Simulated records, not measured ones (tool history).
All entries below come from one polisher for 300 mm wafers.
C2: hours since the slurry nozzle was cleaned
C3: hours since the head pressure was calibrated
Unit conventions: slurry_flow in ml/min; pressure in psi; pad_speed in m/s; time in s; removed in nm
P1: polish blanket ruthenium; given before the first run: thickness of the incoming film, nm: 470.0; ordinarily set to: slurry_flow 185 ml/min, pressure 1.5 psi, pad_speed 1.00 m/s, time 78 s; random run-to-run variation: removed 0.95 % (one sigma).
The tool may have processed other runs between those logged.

{"run": 1, "day": 0.246, "slurry_flow": 185, "pressure": 1.5, "pad_speed": 1.0, "time": 78, "wafers polished on this pad": 689, "C2": 344.6, "C3": 520.2, "removed": 61.488}
{"run": 2, "day": 0.396, "slurry_flow": 185, "pressure": 1.5, "pad_speed": 0.74, "time": 78, "wafers polished on this pad": 736, "C2": 348.2, "C3": 523.8, "removed": 44.187}
{"run": 3, "day": 0.642, "slurry_flow": 185, "pressure": 2.3, "pad_speed": 1.0, "time": 78, "wafers polished on this pad": 811, "C2": 354.1, "C3": 529.7, "removed": 94.179}
{"run": 4, "day": 0.908, "slurry_flow": 185, "pressure": 1.5, "pad_speed": 1.44, "time": 78, "wafers polished on this pad": 893, "C2": 360.5, "C3": 536.1, "removed": 86.821}
{"run": 5, "day": 1.229, "slurry_flow": 185, "pressure": 1.5, "pad_speed": 1.0, "time": 78, "wafers polished on this pad": 992, "C2": 368.2, "C3": 543.8, "removed": 60.14}
{"run": 6, "day": 1.412, "slurry_flow": 185, "pressure": 1.5, "pad_speed": 1.0, "time": 78, "wafers polished on this pad": 1049, "C2": 372.6, "C3": 548.2, "removed": 59.959}
{"run": 7, "day": 1.696, "slurry_flow": 185, "pressure": 0.8, "pad_speed": 1.0, "time": 78, "wafers polished on this pad": 1136, "C2": 379.4, "C3": 555.0, "removed": 32.338}
{"run": 8, "day": 1.846, "slurry_flow": 185, "pressure": 1.5, "pad_speed": 1.0, "time": 35, "wafers polished on this pad": 1182, "C2": 383.0, "C3": 558.6, "removed": 27.042}
{"run": 9, "day": 2.108, "slurry_flow": 265, "pressure": 1.5, "pad_speed": 1.0, "time": 60, "wafers polished on this pad": 1263, "C2": 389.3, "C3": 564.9, "removed": 48.431}
{"run": 10, "day": 2.425, "slurry_flow": 185, "pressure": 1.5, "pad_speed": 1.0, "time": 78, "wafers polished on this pad": 1360, "C2": 396.9, "C3": 572.5, "removed": 60.774}
{"run": 11, "day": 2.758, "slurry_flow": 115, "pressure": 1.5, "pad_speed": 1.0, "time": 78, "wafers polished on this pad": 1463, "C2": 404.9, "C3": 580.5, "removed": 56.238}
{"run": 12, "day": 2.996, "slurry_flow": 185, "pressure": 1.5, "pad_speed": 1.0, "time": 119, "wafers polished on this pad": 1536, "C2": 410.6, "C3": 586.2, "removed": 93.552}
{"run": 13, "day": 3.262, "slurry_flow": 185, "pressure": 1.5, "pad_speed": 1.0, "time": 78, "wafers polished on this pad": 1618, "C2": 417.0, "C3": 592.6, "removed": 60.579}
{"run": 14, "day": 3.483, "slurry_flow": 185, "pressure": 1.0, "pad_speed": 1.26, "time": 78, "wafers polished on this pad": 1686, "C2": 422.3, "C3": 597.9, "removed": 50.545}
{"run": 15, "day": 3.804, "slurry_flow": 285, "pressure": 1.5, "pad_speed": 1.0, "time": 78, "wafers polished on this pad": 1785, "C2": 430.0, "C3": 605.6, "removed": 63.051}
{"run": 16, "day": 3.975, "slurry_flow": 185, "pressure": 1.5, "pad_speed": 1.0, "time": 78, "wafers polished on this pad": 1837, "C2": 434.1, "C3": 609.7, "removed": 60.625}
{"run": 17, "day": 4.317, "slurry_flow": 185, "pressure": 1.5, "pad_speed": 1.0, "time": 78, "wafers polished on this pad": 1943, "C2": 442.3, "C3": 617.9, "removed": 59.233}
{"run": 18, "day": 4.546, "slurry_flow": 185, "pressure": 1.5, "pad_speed": 1.0, "time": 78, "wafers polished on this pad": 2013, "C2": 447.8, "C3": 623.4, "removed": 57.863}
{"run": 19, "day": 4.825, "slurry_flow": 185, "pressure": 1.5, "pad_speed": 1.0, "time": 78, "wafers polished on this pad": 2099, "C2": 454.5, "C3": 630.1, "removed": 57.732}
{"day": 4.996, "done": "worn pad replaced by a new one"}
{"run": 20, "day": 5.083, "slurry_flow": 185, "pressure": 1.5, "pad_speed": 1.0, "time": 78, "wafers polished on this pad": 27, "C2": 460.7, "C3": 636.3, "removed": 56.342}
{"run": 21, "day": 5.233, "slurry_flow": 185, "pressure": 1.5, "pad_speed": 1.0, "time": 78, "wafers polished on this pad": 73, "C2": 464.3, "C3": 639.9, "removed": 56.265}
{"run": 22, "day": 5.538, "slurry_flow": 185, "pressure": 1.5, "pad_speed": 1.0, "time": 78, "wafers polished on this pad": 167, "C2": 471.6, "C3": 647.2, "removed": 56.746}
{"run": 23, "day": 5.879, "slurry_flow": 185, "pressure": 1.5, "pad_speed": 1.0, "time": 78, "wafers polished on this pad": 272, "C2": 479.8, "C3": 655.4, "removed": 55.276}
{"run": 24, "day": 6.075, "slurry_flow": 185, "pressure": 1.5, "pad_speed": 1.0, "time": 78, "wafers polished on this pad": 332, "C2": 484.5, "C3": 660.1, "removed": 55.602}
{"run": 25, "day": 6.412, "slurry_flow": 185, "pressure": 1.5, "pad_speed": 1.0, "time": 78, "wafers polished on this pad": 436, "C2": 492.6, "C3": 668.2, "removed": 55.078}
{"run": 26, "day": 6.629, "slurry_flow": 185, "pressure": 1.5, "pad_speed": 1.0, "time": 78, "wafers polished on this pad": 503, "C2": 497.8, "C3": 673.4, "removed": 55.732}

Compared with where it was, what P1 gives has crept away. Each cause listed below fits the log as well as the rest, at the size given for it:
A: slurry flow missing at the pad, % = 39.9
B: head's pressure below its setpoint, % = 8.77
The onset of the drift is placed at about day 3.975.
Why every other cause is out:
removal rate lost through wear of the pad, %: work on it at day 4.996, done after the drift set in, did not restore what the process gave before

You are offered 4 check runs, listed below with question marks in place of their results; each one averages 5 wafers. Which run separates the listed causes by giving clearly different results for each?
{"run": "check 1", "day": 6.846, "slurry_flow": 185, "pressure": 1.5, "pad_speed": 0.8, "time": 78, "removed": "?"}
{"run": "check 2", "day": 6.846, "slurry_flow": 185, "pressure": 1.5, "pad_speed": 1.4, "time": 78, "removed": "?"}
{"run": "check 3", "day": 6.846, "slurry_flow": 185, "pressure": 2.3, "pad_speed": 1.0, "time": 119, "removed": "?"}
{"run": "check 4", "day": 6.846, "slurry_flow": 130, "pressure": 1.5, "pad_speed": 1.0, "time": 78, "removed": "?"}

What each check would give under each cause:
check=check_1 result=removed if_A=44.143 if_B=44.138
check=check_2 result=removed if_A=77.251 if_B=77.242
check=check_3 result=removed if_A=129.080 if_B=129.070
check=check_4 result=removed if_A=50.275 if_B=52.019
Minimum pairwise separation of causes per check, each pair taken at its best-separating result: check 1 0.01 %; check 2 0.01 %; check 3 0.01 %; check 4 3.41 %
Only check 4 tells the causes apart: in the others they would give nearly the same result.

With check 4 done, the readings were: removed 50.263 nm. Identify which of the listed causes applies.

Of the candidate causes, it is A: slurry flow missing at the pad, %.

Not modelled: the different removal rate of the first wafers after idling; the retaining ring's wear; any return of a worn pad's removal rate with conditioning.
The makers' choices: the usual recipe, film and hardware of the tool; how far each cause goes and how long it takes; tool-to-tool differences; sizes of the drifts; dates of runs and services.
